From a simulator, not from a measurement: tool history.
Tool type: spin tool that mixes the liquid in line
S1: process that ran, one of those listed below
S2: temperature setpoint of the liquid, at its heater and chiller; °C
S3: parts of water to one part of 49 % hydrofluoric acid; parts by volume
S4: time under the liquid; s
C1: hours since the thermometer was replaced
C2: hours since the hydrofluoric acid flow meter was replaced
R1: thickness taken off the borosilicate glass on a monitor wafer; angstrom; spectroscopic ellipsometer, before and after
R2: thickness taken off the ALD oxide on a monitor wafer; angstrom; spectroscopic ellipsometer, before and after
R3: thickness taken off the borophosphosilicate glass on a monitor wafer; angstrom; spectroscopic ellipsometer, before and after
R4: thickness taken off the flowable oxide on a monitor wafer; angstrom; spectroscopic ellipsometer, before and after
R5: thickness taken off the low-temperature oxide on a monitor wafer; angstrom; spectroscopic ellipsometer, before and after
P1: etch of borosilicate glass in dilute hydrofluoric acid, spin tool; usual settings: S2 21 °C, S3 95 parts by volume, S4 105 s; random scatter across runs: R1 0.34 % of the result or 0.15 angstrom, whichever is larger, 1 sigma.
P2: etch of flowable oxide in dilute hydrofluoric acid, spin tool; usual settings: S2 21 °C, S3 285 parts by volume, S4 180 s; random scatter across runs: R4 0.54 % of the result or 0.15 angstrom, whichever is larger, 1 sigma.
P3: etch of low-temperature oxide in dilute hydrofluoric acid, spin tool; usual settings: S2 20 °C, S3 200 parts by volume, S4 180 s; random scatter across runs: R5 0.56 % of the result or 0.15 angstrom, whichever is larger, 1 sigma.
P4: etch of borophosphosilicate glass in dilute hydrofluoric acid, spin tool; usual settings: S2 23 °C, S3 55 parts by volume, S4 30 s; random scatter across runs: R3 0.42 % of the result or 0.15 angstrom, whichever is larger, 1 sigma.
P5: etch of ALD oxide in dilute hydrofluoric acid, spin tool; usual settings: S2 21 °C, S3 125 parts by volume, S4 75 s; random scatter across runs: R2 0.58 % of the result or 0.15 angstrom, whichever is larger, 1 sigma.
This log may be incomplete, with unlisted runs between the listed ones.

run 1 hour=9 | S1=P1 S2=21 S3=95 S4=105 | C1=378.6 C2=1001.5 | R1=310.7
run 2 hour=17.9 | S1=P5 S2=21 S3=125 S4=120 | C1=387.5 C2=1010.4 | R2=82.663
run 3 hour=26.7 | S1=P1 S2=21 S3=20 S4=105 | C1=396.3 C2=1019.2 | R1=1609.2
run 4 hour=38.7 | S1=P4 S2=23 S3=55 S4=30 | C1=408.3 C2=1031.2 | R3=141.8
run 5 hour=52.8 | S1=P1 S2=26.5 S3=25 S4=105 | C1=422.4 C2=1045.3 | R1=1612.3
run 6 hour=65.5 | S1=P1 S2=17 S3=95 S4=105 | C1=435.1 C2=1058 | R1=260.98
run 7 hour=75.7 | S1=P1 S2=26 S3=95 S4=105 | C1=445.3 C2=1068.2 | R1=377.5
run 8 hour=90.7 | S1=P1 S2=21 S3=95 S4=105 | C1=460.3 C2=1083.2 | R1=310.05
run 9 hour=103.2 | S1=P1 S2=21 S3=95 S4=105 | C1=472.8 C2=1095.7 | R1=308.55
run 10 hour=111 | S1=P2 S2=21 S3=155 S4=180 | C1=480.6 C2=1103.5 | R4=497.81
run 11 hour=122.8 | S1=P1 S2=21 S3=95 S4=40 | C1=492.4 C2=1115.3 | R1=117.54
run 12 hour=134.7 | S1=P2 S2=21 S3=285 S4=180 | C1=504.3 C2=1127.2 | R4=238.59
run 13 hour=142.8 | S1=P5 S2=21 S3=125 S4=75 | C1=512.4 C2=1135.3 | R2=51.771
run 14 hour=156.9 | S1=P1 S2=17 S3=95 S4=155 | C1=526.5 C2=1149.4 | R1=390.14
run 15 hour=166.9 | S1=P1 S2=21 S3=95 S4=105 | C1=536.5 C2=1159.4 | R1=312.5
run 16 hour=178.5 | S1=P3 S2=20 S3=200 S4=180 | C1=548.1 C2=1171 | R5=196.35
run 17 hour=185.7 | S1=P3 S2=20 S3=200 S4=265 | C1=555.3 C2=1178.2 | R5=286.89
run 18 hour=198.1 | S1=P3 S2=17 S3=200 S4=180 | C1=567.7 C2=1190.6 | R5=174.93
run 19 hour=211.3 | S1=P4 S2=23 S3=55 S4=15 | C1=580.9 C2=1203.8 | R3=70.672
run 20 hour=225.7 | S1=P4 S2=23 S3=20 S4=30 | C1=595.3 C2=1218.2 | R3=404.5
run 21 hour=237.5 | S1=P1 S2=25 S3=95 S4=195 | C1=607.1 C2=1230 | R1=676.42
run 22 hour=246.9 | S1=P1 S2=21 S3=95 S4=105 | C1=616.5 C2=1239.4 | R1=308.86
run 23 hour=255.8 | S1=P4 S2=18 S3=55 S4=30 | C1=625.4 C2=1248.3 | R3=114.15
run 24 hour=265.2 | S1=P2 S2=29 S3=285 S4=180 | C1=634.8 C2=1257.7 | R4=313.12
run 25 hour=276.7 | S1=P5 S2=21 S3=220 S4=75 | C1=646.3 C2=1269.2 | R2=26.551
run 26 hour=291.7 | S1=P1 S2=21 S3=95 S4=175 | C1=661.3 C2=1284.2 | R1=515.88
run 27 hour=300 | S1=P3 S2=20 S3=50 S4=180 | C1=669.6 C2=1292.5 | R5=930.6
run 28 hour=309.7 | S1=P3 S2=20 S3=200 S4=180 | C1=679.3 C2=1302.2 | R5=195.78
run 29 hour=321.9 | S1=P2 S2=21 S3=285 S4=75 | C1=691.5 C2=1314.4 | R4=99.017
run 30 hour=337.2 | S1=P5 S2=17 S3=125 S4=75 | C1=706.8 C2=1329.7 | R2=44.334
run 31 hour=344.9 | S1=P1 S2=21 S3=95 S4=105 | C1=714.5 C2=1337.4 | R1=310.2
run 32 hour=360.9 | S1=P1 S2=21 S3=145 S4=105 | C1=730.5 C2=1353.4 | R1=193.44
run 33 hour=371.3 | S1=P5 S2=21 S3=125 S4=75 | C1=740.9 C2=1363.8 | R2=51.439
run 34 hour=382.5 | S1=P1 S2=21 S3=95 S4=105 | C1=752.1 C2=1375 | R1=310.09
run 35 hour=393.8 | S1=P1 S2=21 S3=95 S4=105 | C1=763.4 C2=1386.3 | R1=309.66
run 36 hour=401.2 | S1=P1 S2=21 S3=95 S4=105 | C1=770.8 C2=1393.7 | R1=303.83
run 37 hour=413.5 | S1=P1 S2=21 S3=95 S4=105 | C1=783.1 C2=1406 | R1=296.91
run 38 hour=425.8 | S1=P1 S2=21 S3=95 S4=105 | C1=795.4 C2=1418.3 | R1=292.44
run 39 hour=439 | S1=P1 S2=21 S3=95 S4=105 | C1=808.6 C2=1431.5 | R1=288.49
run 40 hour=448.4 | S1=P1 S2=21 S3=95 S4=105 | C1=818 C2=1440.9 | R1=288.63
run 41 hour=462.3 | S1=P1 S2=21 S3=95 S4=105 | C1=831.9 C2=1454.8 | R1=288.75
run 42 hour=473.8 | S1=P1 S2=21 S3=95 S4=105 | C1=843.4 C2=1466.3 | R1=287.09
run 43 hour=488.8 | S1=P1 S2=21 S3=95 S4=105 | C1=858.4 C2=1481.3 | R1=284.34
run 44 hour=497.6 | S1=P1 S2=21 S3=95 S4=105 | C1=867.2 C2=1490.1 | R1=285.27
run 45 hour=508.1 | S1=P1 S2=21 S3=95 S4=105 | C1=877.7 C2=1500.6 | R1=286.88

What P1 gives has crept away from where it was. These 2 causes fit the log equally well, each at the size given:
A: hydrofluoric acid flow below the setpoint (%) = 7.41
B: liquid colder than its thermometer reads (K) = 2.09
The gradual shift began around hour 393.8.

Of the 4 check runs below, each run on 2 wafers with the results averaged and each result still a question mark, which one would tell the listed causes apart?
run check 1 hour=518.6 | S1=P2 S2=28.5 S3=285 S4=115 | R4=?
run check 2 hour=518.6 | S1=P4 S2=19 S3=55 S4=15 | R3=?
run check 3 hour=518.6 | S1=P3 S2=17 S3=65 S4=180 | R5=?
run check 4 hour=518.6 | S1=P5 S2=17 S3=125 S4=75 | R2=?

How each check would come out, cause by cause:
check=check_1 result=R4 if_A=177.95 if_B=183.59
check=check_2 result=R3 if_A=54.982 if_B=54.552
check=check_3 result=R5 if_A=566.79 if_B=562.17
check=check_4 result=R2 if_A=40.366 if_B=40.332
Gap, in per cent, between the two causes that each check separates least, read from the result that separates them most: check 1 3.12 %; check 2 0.78 %; check 3 0.82 %; check 4 0.08 %
Only check 1 tells the causes apart: in the others they would give nearly the same result.

Here is what check 1 returned: R4 178.84 angstrom. Which cause is it?

It is A: hydrofluoric acid flow below the setpoint (%).
